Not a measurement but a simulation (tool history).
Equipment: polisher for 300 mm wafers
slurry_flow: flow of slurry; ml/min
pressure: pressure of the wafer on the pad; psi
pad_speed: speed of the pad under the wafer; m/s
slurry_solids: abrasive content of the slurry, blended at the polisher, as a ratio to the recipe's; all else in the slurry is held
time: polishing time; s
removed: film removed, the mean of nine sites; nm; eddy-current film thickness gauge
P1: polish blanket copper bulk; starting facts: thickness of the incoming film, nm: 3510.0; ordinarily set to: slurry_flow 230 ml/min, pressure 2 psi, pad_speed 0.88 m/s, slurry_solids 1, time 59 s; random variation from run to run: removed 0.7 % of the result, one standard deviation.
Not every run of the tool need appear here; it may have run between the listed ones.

run  hour  slurry_flow  pressure  pad_speed  slurry_solids  time  removed
  1   2.7          230         2       0.88              1    59   268.11
  2   5.6          230         2       0.88           1.25    59   287.15
  3   8.6          230         2       0.88              1    59   266.85
  4  11.9          230         2       0.88              1    59   270.37
  5  16.2          140         2       0.88              1    37   159.33
  6  18.7          330         2       0.88              1    30   143.22
  7  21.9          230       1.3       0.88              1    27   80.286
       22  -- worn pad replaced by a new one
     24.5  -- slurry blender recalibrated
  8  25.9          230         2       0.56              1    59   172.01
  9  28.1          230         2       1.14              1    59   352.78
 10  32.4          230         2       0.88              1    85   388.13
 11  34.9          230         1       0.88              1    59   134.29
 12  39.2          230         2       0.88              1    39   178.52
 13  42.8          230         2       0.88              1    59   268.11
 14  45.1          230       2.5       0.88              1    59   339.16
 15  47.9          140         2       0.88              1    59   251.92
 16  50.8          230         2       0.88           0.75    59   257.02
 17  54.4          340         2       0.88              1    59   280.68
 18  58.8          230         2       0.88              1    59   268.64
 19  62.4          230         2       0.88              1    59   262.17
 20  66.8          230         2       0.88              1    59   256.67
     68.1  -- slurry blender recalibrated
 21  70.7          230         2       0.88              1    59   255.99
     73.6  -- worn pad replaced by a new one
 22  75.2          230         2       0.88              1    59   251.61
 23    78          230         2       0.88              1    59   250.74
 24  81.6          230         2       0.88              1    59   251.42

What P1 gives has crept off from where it sat before. The 2 causes that follow fit the log equally well, each at the size noted:
A: slurry flow missing at the pad, % = 38.5
B: head's pressure below its setpoint, % = 6.92
The onset of the drift is placed at about hour 58.8.
Why every other cause is out:
removal rate lost through wear of the pad, %: work on it at hour 73.6, done after the drift set in, did not restore what the process gave before
abrasive missing from the slurry, %: work on it at hour 68.1, done after the drift set in, did not restore what the process gave before

You are offered 4 check runs, listed below with question marks in place of their results; each one averages 2 wafers. Which run separates the listed causes by giving clearly different results for each?
check 1  85.2          145         2       0.88              1    78        ?
check 2  85.2          230         1       0.88              1    59        ?
check 3  85.2          230       2.5       0.88              1    59        ?
check 4  85.2          230       1.5       0.88              1    59        ?

What each check would give under each cause:
  check   result    if A    if B
check 1  removed  299.56  311.12
check 2  removed  125.85  125.87
check 3  removed  314.62  314.67
check 4  removed  188.77   188.8
Separation of the two closest causes in each check, using whichever result separates them best: check 1 3.79 %; check 2 0.01 %; check 3 0.01 %; check 4 0.01 %
Only in check 1 would the causes give clearly different results; in the remaining checks their results would be nearly the same.

The results of check 1 are: removed 311.9 nm. Based on these, which of the listed causes is it?

The cause is B: head's pressure below its setpoint, %.

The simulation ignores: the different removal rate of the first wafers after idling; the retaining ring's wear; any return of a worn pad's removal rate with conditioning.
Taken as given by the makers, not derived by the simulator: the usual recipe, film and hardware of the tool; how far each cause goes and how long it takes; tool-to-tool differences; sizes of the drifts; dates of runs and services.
